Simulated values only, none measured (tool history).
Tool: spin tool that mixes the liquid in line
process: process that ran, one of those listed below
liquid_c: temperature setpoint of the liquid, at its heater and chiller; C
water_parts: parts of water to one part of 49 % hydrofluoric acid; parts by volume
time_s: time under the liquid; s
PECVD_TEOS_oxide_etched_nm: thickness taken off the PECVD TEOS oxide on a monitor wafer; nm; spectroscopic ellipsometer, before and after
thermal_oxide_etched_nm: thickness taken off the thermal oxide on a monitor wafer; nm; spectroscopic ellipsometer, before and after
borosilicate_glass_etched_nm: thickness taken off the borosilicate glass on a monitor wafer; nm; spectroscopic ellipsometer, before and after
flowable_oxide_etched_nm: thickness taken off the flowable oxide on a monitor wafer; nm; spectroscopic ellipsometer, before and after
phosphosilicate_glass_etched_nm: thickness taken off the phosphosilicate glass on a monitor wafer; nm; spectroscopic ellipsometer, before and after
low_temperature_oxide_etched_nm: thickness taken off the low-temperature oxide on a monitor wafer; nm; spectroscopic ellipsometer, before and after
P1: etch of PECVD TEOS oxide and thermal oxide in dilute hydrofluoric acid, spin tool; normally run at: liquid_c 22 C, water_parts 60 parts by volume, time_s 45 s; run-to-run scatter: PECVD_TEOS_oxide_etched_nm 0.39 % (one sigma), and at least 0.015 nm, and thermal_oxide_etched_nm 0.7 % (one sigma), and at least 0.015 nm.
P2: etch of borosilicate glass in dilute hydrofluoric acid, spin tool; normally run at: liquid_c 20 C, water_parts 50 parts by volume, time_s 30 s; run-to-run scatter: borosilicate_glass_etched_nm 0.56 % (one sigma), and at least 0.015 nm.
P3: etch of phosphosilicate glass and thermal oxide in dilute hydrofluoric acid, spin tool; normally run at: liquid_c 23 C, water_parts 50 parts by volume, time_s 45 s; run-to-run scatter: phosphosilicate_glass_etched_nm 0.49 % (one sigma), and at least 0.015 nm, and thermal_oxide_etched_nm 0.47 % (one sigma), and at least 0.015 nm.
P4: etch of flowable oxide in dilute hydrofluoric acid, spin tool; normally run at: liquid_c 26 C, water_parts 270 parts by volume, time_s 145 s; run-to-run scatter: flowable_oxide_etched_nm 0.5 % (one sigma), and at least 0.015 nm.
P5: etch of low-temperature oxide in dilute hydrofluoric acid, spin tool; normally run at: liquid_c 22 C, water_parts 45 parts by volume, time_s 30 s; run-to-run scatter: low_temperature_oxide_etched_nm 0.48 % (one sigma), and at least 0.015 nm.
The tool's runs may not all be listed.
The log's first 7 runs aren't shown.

run   hour  process  liquid_c  water_parts  time_s  hours since the thermometer was replaced  hours since the hydrofluoric acid flow meter was replaced  PECVD_TEOS_oxide_etched_nm  thermal_oxide_etched_nm  borosilicate_glass_etched_nm  flowable_oxide_etched_nm  phosphosilicate_glass_etched_nm  low_temperature_oxide_etched_nm
  8  103.8       P5        22           45      30                                    1116.1                                                      572.1                                                                                                                                                                         13.943
  9  115.3       P4        26          270     145                                    1127.6                                                      583.6                                                                                                       13.944
 10  124.2       P1        22           60      75                                    1136.5                                                      592.5                      14.693                   5.7637
 11  135.5       P1        22           60      45                                    1147.8                                                      603.8                      8.8389                   3.4335
 12  142.9       P2        20           20      30                                    1155.2                                                      611.2                                                                             55.213
 13    153       P1        22           20      45                                    1165.3                                                      621.3                      28.292                   10.993
 14  163.9       P5        22           45      30                                    1176.2                                                      632.2                                                                                                                                                                         13.948
 15  177.8       P5        17           45      30                                    1190.1                                                      646.1                                                                                                                                                                         11.336
 16  190.1       P1        17          105      45                                    1202.4                                                      658.4                      3.9103                   1.4791
 17  204.7       P2        20           50      30                                      1217                                                        673                                                                             21.325
 18  217.4       P3        23           50      15                                    1229.7                                                      685.7                                               1.5048                                                                                    18.82
 19  230.1       P2        20           50      30                                    1242.4                                                      698.4                                                                             20.983
 20  242.6       P3        23           50      45                                    1254.9                                                      710.9                                               4.4062                                                                                    55.56
 21  256.2       P3        23           50      45                                    1268.5                                                      724.5                                               4.3764                                                                                   56.486
 22  272.9       P4        26          270     145                                    1285.2                                                      741.2                                                                                                       13.826

Run 23 comes next. What will it give?
 23  289.3       P2        17           50      30                                    1301.6                                                      757.6                                                                                  ?

{"run 23": {"borosilicate_glass_etched_nm": 18.824}}
